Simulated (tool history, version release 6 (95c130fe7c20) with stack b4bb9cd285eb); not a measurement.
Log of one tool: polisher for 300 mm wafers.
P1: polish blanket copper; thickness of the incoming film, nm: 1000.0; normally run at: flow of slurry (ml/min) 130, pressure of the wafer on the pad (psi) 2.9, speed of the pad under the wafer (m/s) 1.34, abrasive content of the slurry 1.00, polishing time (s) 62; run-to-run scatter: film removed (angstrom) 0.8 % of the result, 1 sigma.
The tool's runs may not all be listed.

run	hour	flow of slurry (ml/min)	pressure of the wafer on the pad (psi)	speed of the pad under the wafer (m/s)	abrasive content of the slurry	polishing time (s)	wafers polished on this pad	hours since the slurry nozzle was cleaned	hours since the head pressure was calibrated	hours since the slurry blender was calibrated	film removed (angstrom)
1	12.4	130	2.9	1.34	1.00	62	509	483.4	204.9	227.9	2193.7
2	21.5	130	1.8	1.34	1.00	62	624	492.5	214.0	237.0	1384.0
3	29.5	130	2.9	1.34	1.00	62	726	500.5	222.0	245.0	2194.5
4	40.3	130	2.9	1.34	1.00	62	864	511.3	232.8	255.8	2197.2
5	57.2	130	2.9	1.34	0.55	62	1079	528.2	249.7	272.7	1934.3
# hour 67.1: slurry nozzle cleaned
6	73.6	130	2.9	1.34	1.00	87	1287	6.6	266.1	289.1	3096.5
7	81.0	80	2.9	1.34	1.00	62	1381	14.0	273.5	296.5	1947.3
# hour 81.2: head pressure recalibrated
# hour 87.4: slurry blender recalibrated
8	92.3	130	2.9	0.60	1.00	62	1525	25.3	11.1	4.9	977.7
9	104.5	185	2.9	1.34	1.00	62	1680	37.5	23.3	17.1	2374.2
10	116.6	130	2.9	1.34	1.00	29	1834	49.6	35.4	29.2	1041.6
11	133.6	130	4.2	1.34	1.00	62	2051	66.6	52.4	46.2	3212.5
12	147.0	130	2.9	1.34	1.30	62	2221	80.0	65.8	59.6	2331.2
13	154.7	130	2.9	1.34	1.00	62	2319	87.7	73.5	67.3	2208.5
14	164.5	130	2.9	2.04	1.00	62	2444	97.5	83.3	77.1	3340.6
15	172.5	130	2.9	1.34	1.35	28	2546	105.5	91.3	85.1	1066.1
16	183.3	130	2.9	1.34	1.00	62	2683	116.3	102.1	95.9	2197.1
17	197.7	130	2.9	1.34	1.00	62	2866	130.7	116.5	110.3	2128.8
18	206.2	130	2.9	1.34	1.00	62	2974	139.2	125.0	118.8	2100.2
# hour 217.5: worn pad replaced by a new one
19	218.0	130	2.9	1.34	1.00	62	7	151.0	136.8	130.6	2056.7
20	231.6	130	2.9	1.34	1.00	62	180	164.6	150.4	144.2	2092.0
# hour 237.3: head pressure recalibrated
21	247.5	130	2.9	1.34	1.00	62	382	180.5	10.3	160.1	2064.8
22	260.9	130	2.9	1.34	1.00	62	553	193.9	23.7	173.5	2040.5
23	274.3	130	2.9	1.34	1.00	62	723	207.3	37.1	186.9	2056.8

What P1 gives has crept away from where it was. These 2 causes fit the log equally well, each at the size given:
A: abrasive missing from the slurry, % = 29.7
B: slurry flow missing at the pad, % = 27.8
The creep began at about hour 183.3.
Why every other cause is out:
removal rate lost through wear of the pad, %: serviced at hour 217.5, which brought nothing back
head's pressure below its setpoint, %: serviced at hour 237.3, which brought nothing back

4 check runs are offered, each on 5 wafers whose results are averaged, their results left as question marks. Which one tells the causes apart?
check 1	287.7	130	2.9	0.60	1.00	31					?
check 2	287.7	90	2.9	1.34	1.30	62					?
check 3	287.7	130	3.7	1.34	0.65	62					?
check 4	287.7	130	2.9	1.02	1.00	84					?

What each check would give under each cause:
check	result	if A	if B
check 1	film removed (angstrom)	458.38	458.26
check 2	film removed (angstrom)	1985.60	1935.00
check 3	film removed (angstrom)	2397.20	2387.00
check 4	film removed (angstrom)	2111.50	2111.00
How far apart the two closest causes lie, in the result that separates them most: check 1 0.03 %; check 2 2.58 %; check 3 0.43 %; check 4 0.03 %
Only check 2 tells the causes apart: in the others they would give nearly the same result.

Then check 2 was run and gave: film removed (angstrom) 1946.70. Which cause is it?

It is B: slurry flow missing at the pad, %.
